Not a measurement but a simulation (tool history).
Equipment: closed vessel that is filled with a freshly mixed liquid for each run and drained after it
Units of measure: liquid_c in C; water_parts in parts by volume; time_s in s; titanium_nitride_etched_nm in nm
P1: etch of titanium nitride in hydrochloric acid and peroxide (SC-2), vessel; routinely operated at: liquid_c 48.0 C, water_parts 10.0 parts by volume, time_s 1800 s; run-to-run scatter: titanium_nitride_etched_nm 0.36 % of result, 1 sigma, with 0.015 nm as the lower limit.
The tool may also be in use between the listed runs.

| run | hour | liquid_c | water_parts | time_s | hours since the thermometer was replaced | hours since the chemicals flow meter was replaced | hours since the drum of peroxide was connected | titanium_nitride_etched_nm |
|---|---|---|---|---|---|---|---|---|
| 1 | 9.2 | 48.0 | 10.0 | 1800 | 472.7 | 347.3 | 224.4 | 21.8010 |
| 2 | 25.5 | 48.0 | 10.0 | 1800 | 489.0 | 363.6 | 240.7 | 21.7570 |
| 3 | 40.4 | 48.0 | 15.0 | 3040 | 503.9 | 378.5 | 255.6 | 26.0380 |
| 4 | 56.4 | 35.0 | 10.0 | 1800 | 519.9 | 394.5 | 271.6 | 8.7153 |
| 5 | 66.5 | 48.0 | 10.0 | 1800 | 530.0 | 404.6 | 281.7 | 21.8810 |
| 6 | 81.4 | 48.0 | 10.0 | 1800 | 544.9 | 419.5 | 296.6 | 21.8080 |
| 7 | 96.1 | 48.0 | 10.0 | 1800 | 559.6 | 434.2 | 311.3 | 21.9720 |
| 8 | 107.9 | 48.0 | 10.0 | 1800 | 571.4 | 446.0 | 323.1 | 21.8580 |
| 9 | 119.2 | 48.0 | 4.0 | 1800 | 582.7 | 457.3 | 334.4 | 43.6950 |
| 10 | 132.0 | 48.0 | 17.5 | 1800 | 595.5 | 470.1 | 347.2 | 13.4430 |
| 11 | 142.5 | 48.0 | 10.0 | 3240 | 606.0 | 480.6 | 357.7 | 39.1950 |
| 12 | 158.6 | 48.0 | 10.0 | 205 | 622.1 | 496.7 | 373.8 | 2.4719 |
| 13 | 173.5 | 62.5 | 10.0 | 1800 | 637.0 | 511.6 | 388.7 | 55.4090 |
| 14 | 182.2 | 48.0 | 10.0 | 1800 | 645.7 | 520.3 | 397.4 | 21.8420 |
| 15 | 194.9 | 48.0 | 10.0 | 1800 | 658.4 | 533.0 | 410.1 | 21.2180 |
| 16 | 210.0 | 48.0 | 10.0 | 1800 | 673.5 | 548.1 | 425.2 | 20.5610 |
| 17 | 222.2 | 48.0 | 10.0 | 1800 | 685.7 | 560.3 | 437.4 | 20.3080 |
|  | 230.1 | new drum of peroxide connected |
| 18 | 234.6 | 48.0 | 10.0 | 1800 | 698.1 | 572.7 | 4.5 | 20.1010 |
| 19 | 244.4 | 48.0 | 10.0 | 1800 | 707.9 | 582.5 | 14.3 | 20.0710 |
| 20 | 251.8 | 48.0 | 10.0 | 1800 | 715.3 | 589.9 | 21.7 | 20.0250 |
| 21 | 263.9 | 48.0 | 10.0 | 1800 | 727.4 | 602.0 | 33.8 | 19.9160 |
| 22 | 278.4 | 48.0 | 10.0 | 1800 | 741.9 | 616.5 | 48.3 | 20.0210 |
| 23 | 294.5 | 48.0 | 10.0 | 1800 | 758.0 | 632.6 | 64.4 | 19.7880 |

Compared with where it was, what P1 gives has crept away. Each cause listed below fits the log as well as the rest, at the size given for it:
A: liquid colder than its thermometer reads (K) = 1.43
B: chemicals flow below the setpoint (%) = 10.9
The gradual shift began around hour 182.2.
All other causes, with the reason each is excluded:
peroxide weaker than its label (%): was serviced at hour 230.1, once the creep was under way, yet the earlier output never came back

Consider the 4 check runs below, whose results appear as question marks and each of which averages 2 wafers. Which one distinguishes the causes, in that each cause would give it a clearly different result?
| check 1 | 310.6 | 37.5 | 17.5 | 1800 |  |  |  | ? |
| check 2 | 310.6 | 42.5 | 4.0 | 1800 |  |  |  | ? |
| check 3 | 310.6 | 62.0 | 6.5 | 1800 |  |  |  | ? |
| check 4 | 310.6 | 55.5 | 10.0 | 325 |  |  |  | ? |

If the cause were each of the candidates in turn, the checks would give the following:
| check | result | if A | if B |
|---|---|---|---|
| check 1 | titanium_nitride_etched_nm | 5.8232 | 5.8201 |
| check 2 | titanium_nitride_etched_nm | 27.0800 | 27.6830 |
| check 3 | titanium_nitride_etched_nm | 69.7750 | 69.7480 |
| check 4 | titanium_nitride_etched_nm | 5.8960 | 5.8697 |
Minimum pairwise separation of causes per check, each pair taken at its best-separating result: check 1 0.05 %; check 2 2.2 %; check 3 0.04 %; check 4 0.45 %
Check 2 tells the causes apart: in the others they would give nearly the same result.

Then check 2 was run and gave: titanium_nitride_etched_nm 27.5500 nm. Which cause is it?

The correct cause is B, namely: chemicals flow below the setpoint (%).
